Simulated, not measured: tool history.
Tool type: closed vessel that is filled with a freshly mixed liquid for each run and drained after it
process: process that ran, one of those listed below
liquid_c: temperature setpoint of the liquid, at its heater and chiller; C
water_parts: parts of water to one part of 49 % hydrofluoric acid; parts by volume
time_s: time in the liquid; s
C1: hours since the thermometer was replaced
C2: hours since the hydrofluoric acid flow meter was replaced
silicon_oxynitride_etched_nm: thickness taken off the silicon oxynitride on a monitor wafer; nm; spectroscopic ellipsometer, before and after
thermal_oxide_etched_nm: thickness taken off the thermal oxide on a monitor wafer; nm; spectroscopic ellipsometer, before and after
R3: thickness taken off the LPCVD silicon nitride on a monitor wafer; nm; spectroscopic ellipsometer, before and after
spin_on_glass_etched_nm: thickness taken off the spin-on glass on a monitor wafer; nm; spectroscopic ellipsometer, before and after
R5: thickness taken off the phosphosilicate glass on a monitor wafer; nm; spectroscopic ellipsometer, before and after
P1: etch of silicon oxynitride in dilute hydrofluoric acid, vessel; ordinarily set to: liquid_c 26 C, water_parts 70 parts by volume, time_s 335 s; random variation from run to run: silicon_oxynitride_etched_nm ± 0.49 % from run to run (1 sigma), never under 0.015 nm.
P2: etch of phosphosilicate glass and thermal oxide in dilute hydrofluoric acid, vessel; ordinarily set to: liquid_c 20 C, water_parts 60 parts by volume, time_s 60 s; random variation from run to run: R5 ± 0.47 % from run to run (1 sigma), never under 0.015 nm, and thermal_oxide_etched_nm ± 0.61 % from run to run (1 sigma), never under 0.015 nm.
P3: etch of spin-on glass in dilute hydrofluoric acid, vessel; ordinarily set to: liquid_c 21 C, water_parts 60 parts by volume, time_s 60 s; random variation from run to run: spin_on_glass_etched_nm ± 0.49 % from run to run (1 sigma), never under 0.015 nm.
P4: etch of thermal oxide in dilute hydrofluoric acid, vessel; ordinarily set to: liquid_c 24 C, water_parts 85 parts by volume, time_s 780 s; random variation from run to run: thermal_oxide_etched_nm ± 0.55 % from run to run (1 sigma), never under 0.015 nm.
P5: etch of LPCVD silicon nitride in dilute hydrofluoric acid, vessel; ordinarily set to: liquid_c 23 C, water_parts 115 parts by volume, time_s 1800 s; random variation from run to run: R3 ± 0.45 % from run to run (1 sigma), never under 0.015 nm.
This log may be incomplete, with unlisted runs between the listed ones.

Run 1, hour 3.1: process P1, liquid_c 26 C, water_parts 70 parts by volume, time_s 335 s; C1 1880.5; C2 397. Result: silicon_oxynitride_etched_nm 7.9714 nm.
Run 2, hour 7.9: process P4, liquid_c 24 C, water_parts 85 parts by volume, time_s 780 s; C1 1885.3; C2 401.8. Result: thermal_oxide_etched_nm 42.799 nm.
Run 3, hour 12.9: process P4, liquid_c 24 C, water_parts 85 parts by volume, time_s 1160 s; C1 1890.3; C2 406.8. Result: thermal_oxide_etched_nm 64.043 nm.
Run 4, hour 17.1: process P1, liquid_c 26 C, water_parts 70 parts by volume, time_s 495 s; C1 1894.5; C2 411. Result: silicon_oxynitride_etched_nm 11.741 nm.
Run 5, hour 21.6: process P4, liquid_c 24 C, water_parts 25 parts by volume, time_s 780 s; C1 1899; C2 415.5. Result: thermal_oxide_etched_nm 157.46 nm.
Run 6, hour 26.2: process P1, liquid_c 26 C, water_parts 70 parts by volume, time_s 335 s; C1 1903.6; C2 420.1. Result: silicon_oxynitride_etched_nm 7.9881 nm.
Run 7, hour 29.5: process P1, liquid_c 32 C, water_parts 70 parts by volume, time_s 335 s; C1 1906.9; C2 423.4. Result: silicon_oxynitride_etched_nm 10.598 nm.
Run 8, hour 33.1: process P5, liquid_c 23 C, water_parts 115 parts by volume, time_s 505 s; C1 1910.5; C2 427. Result: R3 2.0417 nm.
Run 9, hour 37.2: process P3, liquid_c 21 C, water_parts 60 parts by volume, time_s 60 s; C1 1914.6; C2 431.1. Result: spin_on_glass_etched_nm 34.584 nm.
Run 10, hour 40.8: process P1, liquid_c 26 C, water_parts 120 parts by volume, time_s 335 s; C1 1918.2; C2 434.7. Result: silicon_oxynitride_etched_nm 4.4222 nm.
Run 11, hour 44.2: process P3, liquid_c 21 C, water_parts 20 parts by volume, time_s 60 s; C1 1921.6; C2 438.1. Result: spin_on_glass_etched_nm 109.64 nm.
Run 12, hour 49.4: process P1, liquid_c 26 C, water_parts 20 parts by volume, time_s 335 s; C1 1926.8; C2 443.3. Result: silicon_oxynitride_etched_nm 28.932 nm.
Run 13, hour 52.4: process P2, liquid_c 20 C, water_parts 60 parts by volume, time_s 60 s; C1 1929.8; C2 446.3. Result: thermal_oxide_etched_nm 4.1023 nm, R5 99.592 nm.
Run 14, hour 55.8: process P1, liquid_c 32 C, water_parts 95 parts by volume, time_s 335 s; C1 1933.2; C2 449.7. Result: silicon_oxynitride_etched_nm 7.5097 nm.
Run 15, hour 60: process P2, liquid_c 17 C, water_parts 60 parts by volume, time_s 60 s; C1 1937.4; C2 453.9. Result: thermal_oxide_etched_nm 3.7178 nm, R5 88.209 nm.
At hour 62.5: thermometer replaced.
Run 16, hour 62.8: process P5, liquid_c 23 C, water_parts 25 parts by volume, time_s 1800 s; C1 0.4; C2 456.7. Result: R3 31.586 nm.
Run 17, hour 65.6: process P1, liquid_c 20.5 C, water_parts 70 parts by volume, time_s 560 s; C1 3.2; C2 459.5. Result: silicon_oxynitride_etched_nm 10.187 nm.
Run 18, hour 69.7: process P2, liquid_c 20 C, water_parts 35 parts by volume, time_s 60 s; C1 7.3; C2 463.6. Result: thermal_oxide_etched_nm 7.2693 nm, R5 174.97 nm.
Run 19, hour 73.3: process P1, liquid_c 33 C, water_parts 70 parts by volume, time_s 585 s; C1 10.9; C2 467.2. Result: silicon_oxynitride_etched_nm 19.186 nm.
Run 20, hour 78.1: process P1, liquid_c 26 C, water_parts 70 parts by volume, time_s 335 s; C1 15.7; C2 472. Result: silicon_oxynitride_etched_nm 7.9462 nm.
Run 21, hour 83.5: process P1, liquid_c 22 C, water_parts 70 parts by volume, time_s 335 s; C1 21.1; C2 477.4. Result: silicon_oxynitride_etched_nm 6.5976 nm.
Run 22, hour 86.1: process P5, liquid_c 17 C, water_parts 115 parts by volume, time_s 1800 s; C1 23.7; C2 480. Result: R3 4.8125 nm.
Run 23, hour 89.5: process P1, liquid_c 26 C, water_parts 70 parts by volume, time_s 125 s; C1 27.1; C2 483.4. Result: silicon_oxynitride_etched_nm 2.9357 nm.
Run 24, hour 94.8: process P1, liquid_c 26 C, water_parts 70 parts by volume, time_s 335 s; C1 32.4; C2 488.7. Result: silicon_oxynitride_etched_nm 7.961 nm.
Run 25, hour 97.4: process P5, liquid_c 23 C, water_parts 115 parts by volume, time_s 1800 s; C1 35; C2 491.3. Result: R3 7.1863 nm.
Run 26, hour 102.4: process P3, liquid_c 28 C, water_parts 60 parts by volume, time_s 60 s; C1 40; C2 496.3. Result: spin_on_glass_etched_nm 46.614 nm.
Run 27, hour 107.4: process P3, liquid_c 21 C, water_parts 60 parts by volume, time_s 115 s; C1 45; C2 501.3. Result: spin_on_glass_etched_nm 66.739 nm.
Run 28, hour 111: process P1, liquid_c 26 C, water_parts 70 parts by volume, time_s 335 s; C1 48.6; C2 504.9. Result: silicon_oxynitride_etched_nm 7.9229 nm.
Run 29, hour 114: process P2, liquid_c 20 C, water_parts 60 parts by volume, time_s 100 s; C1 51.6; C2 507.9. Result: thermal_oxide_etched_nm 6.908 nm, R5 167.36 nm.
Run 30, hour 117.1: process P4, liquid_c 17 C, water_parts 85 parts by volume, time_s 780 s; C1 54.7; C2 511. Result: thermal_oxide_etched_nm 32.256 nm.
Run 31, hour 122.1: process P1, liquid_c 26 C, water_parts 70 parts by volume, time_s 335 s; C1 59.7; C2 516. Result: silicon_oxynitride_etched_nm 7.9932 nm.
Run 32, hour 125.4: process P1, liquid_c 26 C, water_parts 70 parts by volume, time_s 335 s; C1 63; C2 519.3. Result: silicon_oxynitride_etched_nm 7.74 nm.
Run 33, hour 129.3: process P1, liquid_c 26 C, water_parts 70 parts by volume, time_s 335 s; C1 66.9; C2 523.2. Result: silicon_oxynitride_etched_nm 7.7578 nm.
Run 34, hour 133.9: process P1, liquid_c 26 C, water_parts 70 parts by volume, time_s 335 s; C1 71.5; C2 527.8. Result: silicon_oxynitride_etched_nm 7.6469 nm.
Run 35, hour 138.9: process P1, liquid_c 26 C, water_parts 70 parts by volume, time_s 335 s; C1 76.5; C2 532.8. Result: silicon_oxynitride_etched_nm 7.5317 nm.
Run 36, hour 143: process P1, liquid_c 26 C, water_parts 70 parts by volume, time_s 335 s; C1 80.6; C2 536.9. Result: silicon_oxynitride_etched_nm 7.4868 nm.
Run 37, hour 146.5: process P1, liquid_c 26 C, water_parts 70 parts by volume, time_s 335 s; C1 84.1; C2 540.4. Result: silicon_oxynitride_etched_nm 7.4754 nm.
Run 38, hour 152.1: process P1, liquid_c 26 C, water_parts 70 parts by volume, time_s 335 s; C1 89.7; C2 546. Result: silicon_oxynitride_etched_nm 7.4683 nm.
Run 39, hour 154.7: process P1, liquid_c 26 C, water_parts 70 parts by volume, time_s 335 s; C1 92.3; C2 548.6. Result: silicon_oxynitride_etched_nm 7.4969 nm.
Run 40, hour 158.7: process P1, liquid_c 26 C, water_parts 70 parts by volume, time_s 335 s; C1 96.3; C2 552.6. Result: silicon_oxynitride_etched_nm 7.4427 nm.
Run 41, hour 163.8: process P1, liquid_c 26 C, water_parts 70 parts by volume, time_s 335 s; C1 101.4; C2 557.7. Result: silicon_oxynitride_etched_nm 7.4814 nm.

What P1 gives has crept away from where it was. These 2 causes fit the log equally well, each at the size given:
A: liquid colder than its thermometer reads (K) = 1.4
B: hydrofluoric acid flow below the setpoint (%) = 6.06
The creep began at about hour 122.1.

Of the 4 check runs listed below, each run on one wafer and each result written as a question mark, which would let you distinguish the listed causes because they would give clearly different results?
Run check 1, hour 168.9: process P4, liquid_c 24 C, water_parts 40 parts by volume, time_s 1130 s. Result: thermal_oxide_etched_nm ?.
Run check 2, hour 168.9: process P5, liquid_c 23 C, water_parts 30 parts by volume, time_s 1800 s. Result: R3 ?.
Run check 3, hour 168.9: process P3, liquid_c 27 C, water_parts 20 parts by volume, time_s 60 s. Result: spin_on_glass_etched_nm ?.
Run check 4, hour 168.9: process P2, liquid_c 17 C, water_parts 60 parts by volume, time_s 60 s. Result: thermal_oxide_etched_nm ?, R5 ?.

Outcome of each check run for each possible cause:
  check                   result    if A    if B
check 1  thermal_oxide_etched_nm  132.32  131.33
check 2                       R3  24.302  25.192
check 3  spin_on_glass_etched_nm  133.22  132.38
check 4  thermal_oxide_etched_nm  3.4409  3.4206
check 4                       R5  82.631  82.143
Distance between the nearest two causes, measured in the result of the check that separates them most: check 1 0.76 %; check 2 3.6 %; check 3 0.63 %; check 4 0.59 %
Only check 2 tells the causes apart: in the others they would give nearly the same result.

The results of check 2 are: R3 25.175 nm. Based on these, which of the listed causes is it?

It was cause B: hydrofluoric acid flow below the setpoint (%).
